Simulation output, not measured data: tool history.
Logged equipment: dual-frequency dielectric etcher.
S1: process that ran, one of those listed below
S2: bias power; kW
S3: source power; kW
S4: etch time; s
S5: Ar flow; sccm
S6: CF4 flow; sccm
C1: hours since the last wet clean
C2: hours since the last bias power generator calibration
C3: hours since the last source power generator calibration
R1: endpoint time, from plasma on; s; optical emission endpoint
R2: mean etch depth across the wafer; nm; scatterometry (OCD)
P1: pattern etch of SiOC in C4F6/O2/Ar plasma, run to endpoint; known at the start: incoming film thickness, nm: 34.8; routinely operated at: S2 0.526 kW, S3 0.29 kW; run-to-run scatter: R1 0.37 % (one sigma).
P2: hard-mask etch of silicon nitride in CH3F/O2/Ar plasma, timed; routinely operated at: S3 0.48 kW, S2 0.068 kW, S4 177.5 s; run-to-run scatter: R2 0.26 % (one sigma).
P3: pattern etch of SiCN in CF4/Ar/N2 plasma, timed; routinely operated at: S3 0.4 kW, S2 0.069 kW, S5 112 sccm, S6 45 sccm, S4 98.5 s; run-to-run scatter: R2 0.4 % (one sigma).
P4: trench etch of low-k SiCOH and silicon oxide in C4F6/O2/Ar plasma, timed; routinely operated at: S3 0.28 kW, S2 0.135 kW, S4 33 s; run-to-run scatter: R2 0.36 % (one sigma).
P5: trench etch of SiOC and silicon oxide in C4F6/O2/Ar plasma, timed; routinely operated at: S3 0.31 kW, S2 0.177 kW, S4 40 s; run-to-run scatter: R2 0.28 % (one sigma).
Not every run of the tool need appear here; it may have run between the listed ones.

run 1 hour=8.7 | S1=P1 S2=0.526 S3=0.29 | C1=97 C2=2989.5 C3=1041.7 | R1=12.499
run 2 hour=15.1 | S1=P4 S2=0.135 S3=0.2 S4=33 | C1=103.4 C2=2995.9 C3=1048.1 | R2=69.899
run 3 hour=20.3 | S1=P5 S2=0.177 S3=0.41 S4=40 | C1=108.6 C2=3001.1 C3=1053.3 | R2=79.923
run 4 hour=28.7 | S1=P2 S2=0.068 S3=0.37 S4=177.5 | C1=117 C2=3009.5 C3=1061.7 | R2=117
run 5 hour=33 | S1=P2 S2=0.068 S3=0.48 S4=177.5 | C1=121.3 C2=3013.8 C3=1066 | R2=129.34
run 6 hour=38.8 | S1=P1 S2=0.732 S3=0.23 | C1=127.1 C2=3019.6 C3=1071.8 | R1=11.99
run 7 hour=47.2 | S1=P2 S2=0.088 S3=0.48 S4=177.5 | C1=135.5 C2=3028 C3=1080.2 | R2=141.05
run 8 hour=55.7 | S1=P4 S2=0.135 S3=0.28 S4=33 | C1=144 C2=3036.5 C3=1088.7 | R2=78.935
run 9 hour=64 | S1=P3 S2=0.069 S3=0.4 S4=98.5 S5=145 S6=45 | C1=152.3 C2=3044.8 C3=1097 | R2=66.156
run 10 hour=70.2 | S1=P1 S2=0.526 S3=0.29 | C1=158.5 C2=3051 C3=1103.2 | R1=12.503
run 11 hour=78.7 | S1=P3 S2=0.069 S3=0.32 S4=98.5 S5=112 S6=45 | C1=167 C2=3059.5 C3=1111.7 | R2=56.424
run 12 hour=83.4 | S1=P4 S2=0.135 S3=0.28 S4=33 | C1=171.7 C2=3064.2 C3=1116.4 | R2=79.406
run 13 hour=92.3 | S1=P2 S2=0.068 S3=0.48 S4=177.5 | C1=180.6 C2=3073.1 C3=1125.3 | R2=128.99
run 14 hour=97.5 | S1=P3 S2=0.069 S3=0.4 S4=98.5 S5=112 S6=61 | C1=185.8 C2=3078.3 C3=1130.5 | R2=72.645
run 15 hour=102.5 | S1=P1 S2=0.526 S3=0.29 | C1=190.8 C2=3083.3 C3=1135.5 | R1=12.49
run 16 hour=107.7 | S1=P1 S2=0.526 S3=0.29 | C1=196 C2=3088.5 C3=1140.7 | R1=12.543
run 17 hour=113.5 | S1=P4 S2=0.135 S3=0.28 S4=18 | C1=201.8 C2=3094.3 C3=1146.5 | R2=43.485
run 18 hour=118.8 | S1=P1 S2=0.526 S3=0.22 | C1=207.1 C2=3099.6 C3=1151.8 | R1=13.844
run 19 hour=123.2 | S1=P1 S2=0.526 S3=0.29 | C1=211.5 C2=3104 C3=1156.2 | R1=12.527
run 20 hour=130.1 | S1=P5 S2=0.177 S3=0.31 S4=40 | C1=218.4 C2=3110.9 C3=1163.1 | R2=71.639
run 21 hour=136.8 | S1=P5 S2=0.177 S3=0.31 S4=25 | C1=225.1 C2=3117.6 C3=1169.8 | R2=44.707
run 22 hour=145.6 | S1=P1 S2=0.402 S3=0.29 | C1=233.9 C2=3126.4 C3=1178.6 | R1=13.869
run 23 hour=153.7 | S1=P1 S2=0.526 S3=0.35 | C1=242 C2=3134.5 C3=1186.7 | R1=11.646
run 24 hour=159.2 | S1=P1 S2=0.526 S3=0.29 | C1=247.5 C2=3140 C3=1192.2 | R1=12.539
run 25 hour=166.8 | S1=P3 S2=0.096 S3=0.4 S4=98.5 S5=112 S6=45 | C1=255.1 C2=3147.6 C3=1199.8 | R2=78.521
run 26 hour=170.9 | S1=P2 S2=0.068 S3=0.48 S4=252 | C1=259.2 C2=3151.7 C3=1203.9 | R2=183.31
run 27 hour=177.6 | S1=P3 S2=0.069 S3=0.4 S4=98.5 S5=112 S6=45 | C1=265.9 C2=3158.4 C3=1210.6 | R2=68.673
run 28 hour=182.6 | S1=P3 S2=0.069 S3=0.4 S4=70.5 S5=112 S6=45 | C1=270.9 C2=3163.4 C3=1215.6 | R2=49.453
run 29 hour=187.3 | S1=P1 S2=0.673 S3=0.29 | C1=275.6 C2=3168.1 C3=1220.3 | R1=11.353
run 30 hour=192.5 | S1=P4 S2=0.177 S3=0.28 S4=33 | C1=280.8 C2=3173.3 C3=1225.5 | R2=86.224
run 31 hour=199.6 | S1=P1 S2=0.317 S3=0.39 | C1=287.9 C2=3180.4 C3=1232.6 | R1=13.524
run 32 hour=205.7 | S1=P1 S2=0.359 S3=0.21 | C1=294 C2=3186.5 C3=1238.7 | R1=16.231
run 33 hour=212.7 | S1=P5 S2=0.128 S3=0.31 S4=40 | C1=301 C2=3193.5 C3=1245.7 | R2=64.529
run 34 hour=221.4 | S1=P3 S2=0.069 S3=0.4 S4=98.5 S5=112 S6=45 | C1=309.7 C2=3202.2 C3=1254.4 | R2=69.177
run 35 hour=230.5 | S1=P1 S2=0.526 S3=0.29 | C1=318.8 C2=3211.3 C3=1263.5 | R1=12.606
run 36 hour=237.8 | S1=P1 S2=0.526 S3=0.29 | C1=326.1 C2=3218.6 C3=1270.8 | R1=12.601
run 37 hour=244.8 | S1=P1 S2=0.526 S3=0.29 | C1=333.1 C2=3225.6 C3=1277.8 | R1=12.665
run 38 hour=251 | S1=P1 S2=0.526 S3=0.29 | C1=339.3 C2=3231.8 C3=1284 | R1=12.713
run 39 hour=257.6 | S1=P1 S2=0.526 S3=0.29 | C1=345.9 C2=3238.4 C3=1290.6 | R1=12.783
run 40 hour=267 | S1=P1 S2=0.526 S3=0.29 | C1=355.3 C2=3247.8 C3=1300 | R1=12.72
-- hour=271.7 wet clean of the chamber
run 41 hour=275.6 | S1=P1 S2=0.526 S3=0.29 | C1=4 C2=3256.4 C3=1308.6 | R1=12.758
run 42 hour=284.3 | S1=P1 S2=0.526 S3=0.29 | C1=12.7 C2=3265.1 C3=1317.3 | R1=12.709
run 43 hour=288.6 | S1=P1 S2=0.526 S3=0.29 | C1=17 C2=3269.4 C3=1321.6 | R1=12.739

What P1 gives has crept away from where it was. These 2 causes fit the log equally well, each at the size given:
A: bias power that arrives under what is set, % = 4.77
B: source power that arrives under what is set, % = 4.95
The creep began at about hour 230.5.
Why every other cause is out:
chamber walls in a state that lowers the etch rate, %: its service at hour 271.7 followed the start of the drift and did not put the process back to its old value

Below are 4 check runs, each averaged over 2 wafers, with their results shown as question marks. Which of them would give clearly different results depending on which cause is behind the drift?
run check 1 hour=292.9 | S1=P3 S2=0.096 S3=0.4 S4=98.5 S5=137 S6=45 | R2=?
run check 2 hour=292.9 | S1=P2 S2=0.068 S3=0.48 S4=251.5 | R2=?
run check 3 hour=292.9 | S1=P5 S2=0.177 S3=0.31 S4=27.5 | R2=?
run check 4 hour=292.9 | S1=P4 S2=0.135 S3=0.23 S4=20 | R2=?

Check results expected under each cause:
check=check_1 result=R2 if_A=74.501 if_B=72.774
check=check_2 result=R2 if_A=180.27 if_B=179.7
check=check_3 result=R2 if_A=48.375 if_B=48.18
check=check_4 result=R2 if_A=43.896 if_B=43.684
Distance between the nearest two causes, measured in the result of the check that separates them most: check 1 2.35 %; check 2 0.32 %; check 3 0.4 %; check 4 0.48 %
Check 1 distinguishes between the causes, while the remaining checks would return nearly the same result for all of them.

After running check 1, the following was obtained: R2 72.609 nm. Which cause does this point to?

It was cause B: source power that arrives under what is set, %.
